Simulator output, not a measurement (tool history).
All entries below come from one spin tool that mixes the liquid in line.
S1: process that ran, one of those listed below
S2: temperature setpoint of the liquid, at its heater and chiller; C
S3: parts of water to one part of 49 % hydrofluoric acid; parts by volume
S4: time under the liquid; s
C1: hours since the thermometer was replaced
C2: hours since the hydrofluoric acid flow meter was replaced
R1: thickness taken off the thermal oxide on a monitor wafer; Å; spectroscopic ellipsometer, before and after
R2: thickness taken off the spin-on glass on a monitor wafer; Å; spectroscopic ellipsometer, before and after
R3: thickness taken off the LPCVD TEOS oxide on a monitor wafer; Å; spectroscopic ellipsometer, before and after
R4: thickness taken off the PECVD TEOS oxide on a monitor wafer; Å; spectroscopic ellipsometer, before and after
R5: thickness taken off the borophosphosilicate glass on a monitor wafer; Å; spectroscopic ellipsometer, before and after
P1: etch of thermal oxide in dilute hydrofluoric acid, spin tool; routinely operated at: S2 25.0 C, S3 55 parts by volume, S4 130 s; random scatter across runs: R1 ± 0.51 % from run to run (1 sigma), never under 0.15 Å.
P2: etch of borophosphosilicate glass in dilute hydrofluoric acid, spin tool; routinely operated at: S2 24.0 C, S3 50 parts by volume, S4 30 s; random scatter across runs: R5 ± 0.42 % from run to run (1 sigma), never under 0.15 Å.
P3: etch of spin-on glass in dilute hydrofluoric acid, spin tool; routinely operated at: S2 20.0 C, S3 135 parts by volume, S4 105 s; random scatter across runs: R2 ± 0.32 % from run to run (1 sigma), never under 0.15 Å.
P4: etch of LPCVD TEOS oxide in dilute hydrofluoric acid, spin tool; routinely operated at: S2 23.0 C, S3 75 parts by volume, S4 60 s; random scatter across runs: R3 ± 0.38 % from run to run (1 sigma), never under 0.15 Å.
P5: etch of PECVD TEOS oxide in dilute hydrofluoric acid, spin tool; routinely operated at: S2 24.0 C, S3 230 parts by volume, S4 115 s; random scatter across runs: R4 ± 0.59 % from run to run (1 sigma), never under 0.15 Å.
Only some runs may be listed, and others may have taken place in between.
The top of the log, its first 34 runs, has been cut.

| run | hour | S1 | S2 | S3 | S4 | C1 | C2 | R1 | R2 | R3 | R4 | R5 |
|---|---|---|---|---|---|---|---|---|---|---|---|---|
| 35 | 478.3 | P1 | 25.0 | 55 | 130 | 1556.2 | 263.2 | 117.490 |  |  |  |  |
| 36 | 493.2 | P1 | 25.0 | 55 | 130 | 1571.1 | 278.1 | 115.250 |  |  |  |  |
| 37 | 511.3 | P1 | 25.0 | 55 | 130 | 1589.2 | 296.2 | 114.940 |  |  |  |  |
| 38 | 527.9 | P1 | 25.0 | 55 | 130 | 1605.8 | 312.8 | 112.390 |  |  |  |  |
| 39 | 538.2 | P1 | 25.0 | 55 | 130 | 1616.1 | 323.1 | 113.300 |  |  |  |  |
| 40 | 546.7 | P1 | 25.0 | 55 | 130 | 1624.6 | 331.6 | 112.940 |  |  |  |  |
| 41 | 559.6 | P1 | 25.0 | 55 | 130 | 1637.5 | 344.5 | 112.670 |  |  |  |  |
| 42 | 578.0 | P1 | 25.0 | 55 | 130 | 1655.9 | 362.9 | 113.780 |  |  |  |  |
| 43 | 594.2 | P1 | 25.0 | 55 | 130 | 1672.1 | 379.1 | 112.050 |  |  |  |  |

Forecast run 44:
| 44 | 603.7 | P1 | 25.0 | 55 | 130 | 1681.6 | 388.6 | ? |  |  |  |  |

{"run 44": {"R1": 112.65}}
